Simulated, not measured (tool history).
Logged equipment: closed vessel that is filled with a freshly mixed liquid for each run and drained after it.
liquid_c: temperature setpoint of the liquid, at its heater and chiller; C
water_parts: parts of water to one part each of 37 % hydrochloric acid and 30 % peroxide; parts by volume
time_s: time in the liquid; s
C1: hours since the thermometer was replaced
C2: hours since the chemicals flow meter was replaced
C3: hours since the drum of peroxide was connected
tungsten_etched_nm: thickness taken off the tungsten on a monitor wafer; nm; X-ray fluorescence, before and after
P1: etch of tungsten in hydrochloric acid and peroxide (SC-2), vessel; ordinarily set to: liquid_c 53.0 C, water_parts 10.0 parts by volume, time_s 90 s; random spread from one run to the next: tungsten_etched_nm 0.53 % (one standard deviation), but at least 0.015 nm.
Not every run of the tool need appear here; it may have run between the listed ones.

Run 1, hour 8.1: liquid_c 53.0 C, water_parts 10.0 parts by volume, time_s 90 s; C1 552.5; C2 111.1; C3 87.5. Result: tungsten_etched_nm 41.369 nm.
Run 2, hour 17.0: liquid_c 66.0 C, water_parts 4.5 parts by volume, time_s 90 s; C1 561.4; C2 120.0; C3 96.4. Result: tungsten_etched_nm 170.630 nm.
Run 3, hour 23.1: liquid_c 69.0 C, water_parts 10.0 parts by volume, time_s 90 s; C1 567.5; C2 126.1; C3 102.5. Result: tungsten_etched_nm 112.000 nm.
Run 4, hour 28.9: liquid_c 53.0 C, water_parts 10.0 parts by volume, time_s 155 s; C1 573.3; C2 131.9; C3 108.3. Result: tungsten_etched_nm 71.110 nm.
Run 5, hour 39.2: liquid_c 53.0 C, water_parts 10.0 parts by volume, time_s 90 s; C1 583.6; C2 142.2; C3 118.6. Result: tungsten_etched_nm 41.051 nm.
Run 6, hour 49.1: liquid_c 53.0 C, water_parts 10.0 parts by volume, time_s 30 s; C1 593.5; C2 152.1; C3 128.5. Result: tungsten_etched_nm 13.629 nm.
Run 7, hour 55.1: liquid_c 53.0 C, water_parts 4.0 parts by volume, time_s 90 s; C1 599.5; C2 158.1; C3 134.5. Result: tungsten_etched_nm 82.305 nm.
At hour 62.1: thermometer replaced.
Run 8, hour 65.4: liquid_c 53.0 C, water_parts 10.0 parts by volume, time_s 90 s; C1 3.3; C2 168.4; C3 144.8. Result: tungsten_etched_nm 41.335 nm.
Run 9, hour 71.0: liquid_c 37.5 C, water_parts 10.0 parts by volume, time_s 90 s; C1 8.9; C2 174.0; C3 150.4. Result: tungsten_etched_nm 14.211 nm.
Run 10, hour 81.3: liquid_c 53.0 C, water_parts 10.0 parts by volume, time_s 90 s; C1 19.2; C2 184.3; C3 160.7. Result: tungsten_etched_nm 41.232 nm.
Run 11, hour 89.9: liquid_c 53.0 C, water_parts 18.0 parts by volume, time_s 90 s; C1 27.8; C2 192.9; C3 169.3. Result: tungsten_etched_nm 24.823 nm.
Run 12, hour 99.7: liquid_c 53.0 C, water_parts 10.0 parts by volume, time_s 90 s; C1 37.6; C2 202.7; C3 179.1. Result: tungsten_etched_nm 41.531 nm.
Run 13, hour 107.6: liquid_c 53.0 C, water_parts 10.0 parts by volume, time_s 90 s; C1 45.5; C2 210.6; C3 187.0. Result: tungsten_etched_nm 40.372 nm.
Run 14, hour 113.9: liquid_c 53.0 C, water_parts 10.0 parts by volume, time_s 90 s; C1 51.8; C2 216.9; C3 193.3. Result: tungsten_etched_nm 39.352 nm.
Run 15, hour 121.9: liquid_c 53.0 C, water_parts 10.0 parts by volume, time_s 90 s; C1 59.8; C2 224.9; C3 201.3. Result: tungsten_etched_nm 38.999 nm.
Run 16, hour 131.3: liquid_c 53.0 C, water_parts 10.0 parts by volume, time_s 90 s; C1 69.2; C2 234.3; C3 210.7. Result: tungsten_etched_nm 38.867 nm.
Run 17, hour 140.1: liquid_c 53.0 C, water_parts 10.0 parts by volume, time_s 90 s; C1 78.0; C2 243.1; C3 219.5. Result: tungsten_etched_nm 38.439 nm.
Run 18, hour 148.0: liquid_c 53.0 C, water_parts 10.0 parts by volume, time_s 90 s; C1 85.9; C2 251.0; C3 227.4. Result: tungsten_etched_nm 38.512 nm.

Run 19 has not been measured yet. What should we expect?
At hour 150.3: new drum of peroxide connected.
Run 19, hour 155.0: liquid_c 53.0 C, water_parts 10.0 parts by volume, time_s 90 s; C1 92.9; C2 258.0; C3 4.7. Result: tungsten_etched_nm ?.

tungsten_etched_nm: 38.079 nm

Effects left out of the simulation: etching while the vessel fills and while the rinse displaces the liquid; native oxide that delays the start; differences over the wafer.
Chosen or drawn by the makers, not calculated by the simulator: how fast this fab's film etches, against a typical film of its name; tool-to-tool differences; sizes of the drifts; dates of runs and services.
